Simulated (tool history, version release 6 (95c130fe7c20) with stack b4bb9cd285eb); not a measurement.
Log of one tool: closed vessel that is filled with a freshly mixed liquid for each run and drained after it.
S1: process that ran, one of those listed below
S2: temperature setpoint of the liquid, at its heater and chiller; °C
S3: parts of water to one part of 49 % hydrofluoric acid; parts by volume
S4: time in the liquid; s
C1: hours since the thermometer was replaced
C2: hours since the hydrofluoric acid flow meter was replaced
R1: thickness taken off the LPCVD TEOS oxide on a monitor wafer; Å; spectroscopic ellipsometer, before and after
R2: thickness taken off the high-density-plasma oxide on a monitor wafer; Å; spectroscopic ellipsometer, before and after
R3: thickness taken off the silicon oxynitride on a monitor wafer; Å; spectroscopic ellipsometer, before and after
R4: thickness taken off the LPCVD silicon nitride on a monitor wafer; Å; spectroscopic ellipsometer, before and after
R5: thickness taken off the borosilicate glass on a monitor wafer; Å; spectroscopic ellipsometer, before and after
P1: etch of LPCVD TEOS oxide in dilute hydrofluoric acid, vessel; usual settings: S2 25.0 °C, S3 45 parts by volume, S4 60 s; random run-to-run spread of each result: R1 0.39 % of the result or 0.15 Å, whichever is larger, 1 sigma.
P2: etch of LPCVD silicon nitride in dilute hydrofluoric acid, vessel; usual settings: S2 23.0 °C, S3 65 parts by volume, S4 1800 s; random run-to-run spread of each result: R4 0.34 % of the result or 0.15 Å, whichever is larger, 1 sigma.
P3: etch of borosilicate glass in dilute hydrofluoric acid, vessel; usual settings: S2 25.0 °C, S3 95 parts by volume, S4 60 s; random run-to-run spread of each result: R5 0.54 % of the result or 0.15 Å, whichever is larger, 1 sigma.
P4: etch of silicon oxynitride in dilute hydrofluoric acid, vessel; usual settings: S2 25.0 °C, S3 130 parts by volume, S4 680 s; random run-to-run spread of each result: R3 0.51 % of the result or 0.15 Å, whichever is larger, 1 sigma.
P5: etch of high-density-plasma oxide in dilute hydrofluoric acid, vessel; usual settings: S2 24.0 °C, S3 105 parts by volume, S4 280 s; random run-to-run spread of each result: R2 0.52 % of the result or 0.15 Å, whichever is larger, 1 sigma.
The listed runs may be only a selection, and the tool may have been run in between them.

run   hour  S1    S2   S3    S4      C1     C2       R1       R2       R3       R4      R5
  1    4.8  P1  25.0   45    60   941.1  386.9   548.39
  2    7.7  P5  24.0  105    75   944.0  389.8            52.159
  3   10.1  P4  25.0  130  1275   946.4  392.2                    184.140
  4   14.7  P2  30.0   65  1800   951.0  396.8                             221.390
  5   17.6  P5  24.0  105   280   953.9  399.7           191.000
  6   22.7  P2  23.0  115  1800   959.0  404.8                              79.516
  7   26.6  P2  23.0   65  1800   962.9  408.7                             139.450
  8   29.0  P1  25.0   45    60   965.3  411.1   547.86
  9   32.0  P1  25.0   20    60   968.3  414.1  1274.40
 10   36.8  P1  25.0   45    60   973.1  418.9   545.50
 11   41.4  P1  25.0   30   105   977.7  423.5  1464.70
 12   44.9  P1  25.0   75    60   981.2  427.0   315.10
 13   48.4  P3  25.0   95    60   984.7  430.5                                      197.69
 14   52.0  P2  23.0   65  3490   988.3  434.1                             271.210
 15   55.5  P1  32.5   45    60   991.8  437.6   737.60
 16   58.3  P1  25.0   45    30   994.6  440.4   272.08
 17   62.2  P1  25.0   45    60   998.5  444.3   550.56
 18   64.7  P3  25.0  175    60  1001.0  446.8                                       96.54
 19   68.8  P5  29.5  105   280  1005.1  450.9           238.080
 20   71.7  P4  19.0  130   680  1008.0  453.8                     73.827
 21   77.0  P5  24.0  105   280  1013.3  459.1           194.430
 22   82.0  P1  25.0   45   115  1018.3  464.1  1055.00
 23   87.3  P1  25.0   45    60  1023.6  469.4   550.42
 24   91.5  P3  25.0   95    30  1027.8  473.6                                       97.47
 25   96.2  P4  25.0  200   680  1032.5  478.3                     59.791
 26  100.0  P3  17.0   95    60  1036.3  482.1                                      139.50
 27  102.5  P5  24.0  180   280  1038.8  484.6           103.690
     104.3  -- thermometer replaced
 28  105.5  P1  21.0   45    60     1.3  487.6   464.01
 29  108.8  P4  25.0  130   680     4.6  490.9                     98.860
 30  113.3  P2  23.0   65  1800     9.1  495.4                             139.380
 31  115.8  P1  25.0   45    60    11.6  497.9   550.58
 32  119.6  P1  25.0   45    60    15.4  501.7   527.98
 33  123.3  P1  25.0   45    60    19.1  505.4   522.70
 34  126.2  P1  25.0   45    60    22.0  508.3   513.81
 35  129.6  P1  25.0   45    60    25.4  511.7   509.37
 36  133.3  P1  25.0   45    60    29.1  515.4   509.09
 37  137.4  P1  25.0   45    60    33.2  519.5   509.49
 38  140.2  P1  25.0   45    60    36.0  522.3   508.84

What P1 gives has crept away from where it was. These 2 causes fit the log equally well, each at the size given:
A: liquid colder than its thermometer reads (K) = 1.85
B: hydrofluoric acid flow below the setpoint (%) = 6.92
The drift started at roughly hour 115.8.

Question marks stand in for the results of the 4 check runs listed below, each run on one wafer. Under which run would the listed causes show clearly different results?
check 1  143.0  P2  23.0   65  1800                       ?
check 2  143.0  P5  24.0  105   280               ?
check 3  143.0  P4  25.0  130   680                   ?
check 4  143.0  P3  25.0   95    60                           ?

If the cause were each of the candidates in turn, the checks would give the following:
  check  result     if A     if B
check 1      R4  123.020  130.030
check 2      R2  179.440  178.090
check 3      R3   90.415   90.966
check 4      R5   181.93   180.65
Separation of the two closest causes in each check, using whichever result separates them best: check 1 5.54 %; check 2 0.76 %; check 3 0.61 %; check 4 0.71 %
Check 1 is the one run that separates the causes; every other check would come out nearly the same whichever cause is at work.

Then check 1 was run and gave: R4 130.210 Å. Which cause is it?

It was cause B: hydrofluoric acid flow below the setpoint (%).

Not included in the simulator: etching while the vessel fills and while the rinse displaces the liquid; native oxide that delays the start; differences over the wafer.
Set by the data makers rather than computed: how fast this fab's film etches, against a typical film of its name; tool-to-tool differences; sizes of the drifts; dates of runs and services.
